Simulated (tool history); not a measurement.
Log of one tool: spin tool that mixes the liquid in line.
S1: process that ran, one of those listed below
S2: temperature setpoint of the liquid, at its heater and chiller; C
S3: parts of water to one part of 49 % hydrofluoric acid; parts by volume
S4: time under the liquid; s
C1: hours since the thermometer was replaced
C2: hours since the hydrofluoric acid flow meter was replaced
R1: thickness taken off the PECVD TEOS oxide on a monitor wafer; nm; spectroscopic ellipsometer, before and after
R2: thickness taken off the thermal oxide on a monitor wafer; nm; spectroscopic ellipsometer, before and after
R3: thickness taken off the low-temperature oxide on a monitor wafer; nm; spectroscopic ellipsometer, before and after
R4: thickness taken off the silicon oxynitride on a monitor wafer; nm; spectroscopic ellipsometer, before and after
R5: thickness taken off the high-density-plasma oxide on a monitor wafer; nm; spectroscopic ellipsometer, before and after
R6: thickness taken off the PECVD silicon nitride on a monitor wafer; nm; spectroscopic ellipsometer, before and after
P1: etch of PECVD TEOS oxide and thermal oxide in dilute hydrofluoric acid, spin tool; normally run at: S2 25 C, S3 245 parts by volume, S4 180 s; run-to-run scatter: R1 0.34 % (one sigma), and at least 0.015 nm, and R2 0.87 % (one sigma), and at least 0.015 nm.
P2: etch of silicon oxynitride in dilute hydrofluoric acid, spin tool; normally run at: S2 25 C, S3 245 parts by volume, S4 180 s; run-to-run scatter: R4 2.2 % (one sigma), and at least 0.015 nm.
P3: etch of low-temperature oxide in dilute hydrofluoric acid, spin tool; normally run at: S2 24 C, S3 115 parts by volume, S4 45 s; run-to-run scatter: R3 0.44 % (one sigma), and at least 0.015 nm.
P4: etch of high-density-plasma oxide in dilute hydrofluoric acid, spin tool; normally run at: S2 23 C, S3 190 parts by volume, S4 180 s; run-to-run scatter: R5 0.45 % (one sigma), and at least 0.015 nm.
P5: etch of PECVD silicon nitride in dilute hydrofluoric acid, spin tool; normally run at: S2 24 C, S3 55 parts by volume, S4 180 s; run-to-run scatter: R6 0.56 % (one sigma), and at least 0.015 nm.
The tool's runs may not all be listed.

run   hour  S1    S2   S3   S4     C1     C2      R1       R2      R3       R4      R5      R6
  1    8.4  P1    25  245  180  400.7  129.9  14.877   2.9281
  2   16.5  P3    24  195   45  408.8    138                    2.846
  3   23.2  P1    25  245   20  415.5  144.7  1.6495  0.33568
  4   29.5  P1    25  245  180  421.8    151  14.889   2.9318
        30  -- hydrofluoric acid flow meter replaced
  5   34.1  P3    24  115   45  426.4    4.2                   5.2499
  6   42.4  P3    24  115   15  434.7   12.5                   1.7492
  7   46.5  P2    25  410  180  438.8   16.6                           0.63957
  8   50.8  P1    25   85  295  443.1   20.9  84.469   16.966
  9   55.9  P4    23  190   55  448.2     26                                    1.6162
 10   59.9  P1  32.5  245  250  452.2     30  26.601   5.2581
 11     66  P3    24  115   45  458.3   36.1                   5.2524
 12   71.9  P1    25  415  180  464.2     42  7.4245   1.4646
 13   77.7  P4    23  190  180    470   47.8                                    5.1158
 14   83.4  P1    25  245  180  475.7   53.5  14.889    2.956
 15   89.6  P5    17   55  180  481.9   59.7                                            4.6953
 16   97.3  P2    29  245  180  489.6   67.4                            1.3216
 17    102  P5    24   55  180  494.3   72.1                                            7.6102
 18  109.2  P1    32  245  180  501.5   79.3  18.936   3.7048
 19  116.7  P1    25  325  100    509   86.8  5.7704   1.1496
 20  121.7  P2    25  245  180    514   91.8                            1.1185
 21  128.1  P1  18.5  245  180  520.4   98.2  11.686   2.3245
 22  132.4  P1    25  245  180  524.7  102.5  14.785    2.962
 23    137  P1    25  245  260  529.3  107.1  21.443   4.2744
 24  144.4  P4    23  190  180  536.7  114.5                                    5.1583
 25    149  P4    23  340  180  541.3  119.1                                    2.4858
 26  155.5  P4    17  190  180  547.8  125.6                                    4.0728
 27  159.4  P1    25  245  180  551.7  129.5  14.933   2.9604
 28  164.7  P2    25  245   60    557  134.8                           0.38073
 29  170.3  P1    25  245  180  562.6  140.4  14.779   2.9403
 30  176.2  P5    24   90  180  568.5  146.3                                            4.6984
 31  181.9  P2    25  245  180  574.2    152                            1.1512
 32    188  P1    25   65  180  580.3  158.1  69.268   13.672
 33    193  P3    31  115   45  585.3  163.1                   6.8535
 34  200.7  P1    25  245  180    593  170.8  14.946    2.951
 35  205.9  P5    24   55   40  598.2    176                                             1.735
 36  213.2  P1    25  245  180  605.5  183.3  14.872   2.9124
 37  219.6  P1    25  245  180  611.9  189.7  15.235   3.0589
 38  223.9  P1    25  245  180  616.2    194  15.432    3.087
 39  229.5  P1    25  245  180  621.8  199.6  15.504   3.1052
 40  233.7  P1    25  245  180    626  203.8  15.653   3.0664
 41  241.1  P1    25  245  180  633.4  211.2    15.7   3.1276
 42  249.8  P1    25  245  180  642.1  219.9  15.861   3.1333
 43  258.3  P1    25  245  180  650.6  228.4  15.803   3.1864
 44  264.8  P1    25  245  180  657.1  234.9  15.771   3.1115

What P1 gives has crept away from where it was. These 2 causes fit the log equally well, each at the size given:
A: hydrofluoric acid flow above the setpoint (%) = 5.11
B: liquid hotter than its thermometer reads (K) = 1.78
The creep began at about hour 213.2.

4 check runs are offered, one wafer each, their results left as question marks. Which one tells the causes apart?
check 1  271.3  P5  17.5   55  100                               ?
check 2  271.3  P2    25  345  180                       ?
check 3  271.3  P4    23  305   75                           ?
check 4  271.3  P3    24  170   45                   ?

What each check would give under each cause:
  check  result    if A     if B
check 1      R6  2.8532   3.0806
check 2      R4  0.7827  0.79133
check 3      R5  1.2739    1.271
check 4      R3  3.5292   3.5555
How far apart the two closest causes lie, in the result that separates them most: check 1 7.67 %; check 2 1.1 %; check 3 0.23 %; check 4 0.74 %
Check 1 tells the causes apart: in the others they would give nearly the same result.

Then check 1 was run and gave: R6 3.0967 nm. Which cause is it?

It is B: liquid hotter than its thermometer reads (K).
